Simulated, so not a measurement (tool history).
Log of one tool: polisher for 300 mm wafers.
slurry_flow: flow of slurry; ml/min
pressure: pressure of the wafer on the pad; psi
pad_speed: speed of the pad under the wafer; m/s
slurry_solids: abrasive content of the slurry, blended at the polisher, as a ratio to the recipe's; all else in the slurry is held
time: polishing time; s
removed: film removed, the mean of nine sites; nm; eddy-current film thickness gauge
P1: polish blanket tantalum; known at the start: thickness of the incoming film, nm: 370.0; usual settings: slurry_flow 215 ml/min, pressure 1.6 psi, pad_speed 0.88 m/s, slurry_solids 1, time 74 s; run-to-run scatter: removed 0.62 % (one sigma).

| run | hour | slurry_flow | pressure | pad_speed | slurry_solids | time | removed |
|---|---|---|---|---|---|---|---|
| 1 | 5.6 | 215 | 1.6 | 0.88 | 1 | 74 | 85.64 |
| 2 | 12.8 | 215 | 1.6 | 0.88 | 1 | 98 | 114.8 |
| 3 | 18.7 | 215 | 1.6 | 0.88 | 1 | 74 | 86.205 |
| 4 | 25.6 | 215 | 1.6 | 0.88 | 0.55 | 74 | 70.152 |
| 5 | 30.7 | 215 | 1.6 | 0.88 | 1 | 74 | 85.892 |
| 6 | 40.8 | 215 | 1.6 | 0.88 | 1 | 74 | 85.496 |
| 7 | 50.7 | 215 | 1.6 | 1.26 | 1 | 74 | 124.76 |
| 8 | 59.5 | 215 | 1.6 | 0.88 | 1 | 33 | 38.197 |
| 9 | 64.7 | 330 | 1.6 | 0.88 | 1 | 74 | 89.988 |
| 10 | 71.2 | 215 | 1.6 | 0.88 | 1.45 | 74 | 94.175 |
| 11 | 76.4 | 215 | 2.1 | 0.88 | 0.65 | 74 | 97.243 |
| 12 | 80.8 | 215 | 2.5 | 0.88 | 1 | 74 | 134.35 |
| 13 | 85.4 | 215 | 0.7 | 0.88 | 1 | 74 | 37.702 |
| 14 | 90.6 | 215 | 1.6 | 0.88 | 1 | 74 | 85.741 |
| 15 | 99.2 | 215 | 1.6 | 0.4 | 1 | 74 | 38.902 |
| 16 | 107.8 | 130 | 1.6 | 0.88 | 1 | 74 | 79.052 |
| 17 | 117.4 | 215 | 1.6 | 0.88 | 1 | 74 | 86.703 |
| 18 | 123.5 | 215 | 1.6 | 0.88 | 1 | 74 | 84.431 |
| 19 | 128.5 | 215 | 1.6 | 0.88 | 1 | 74 | 83.481 |
| 20 | 133.7 | 215 | 1.6 | 0.88 | 1 | 74 | 80.59 |
| 21 | 141.5 | 215 | 1.6 | 0.88 | 1 | 74 | 81.232 |
| 22 | 148 | 215 | 1.6 | 0.88 | 1 | 74 | 79.327 |
| 23 | 154.9 | 215 | 1.6 | 0.88 | 1 | 74 | 79.908 |
|  | 157.7 | head pressure recalibrated |
|  | 160.6 | worn pad replaced by a new one |
| 24 | 160.6 | 215 | 1.6 | 0.88 | 1 | 74 | 79.368 |
| 25 | 166.1 | 215 | 1.6 | 0.88 | 1 | 74 | 79.309 |
| 26 | 170.7 | 215 | 1.6 | 0.88 | 1 | 74 | 79.108 |

Run 27 comes next. What will it give?
| 27 | 178.7 | 215 | 1.6 | 0.88 | 1 | 74 | ? |

Run 27 gave removed 79.28 nm.
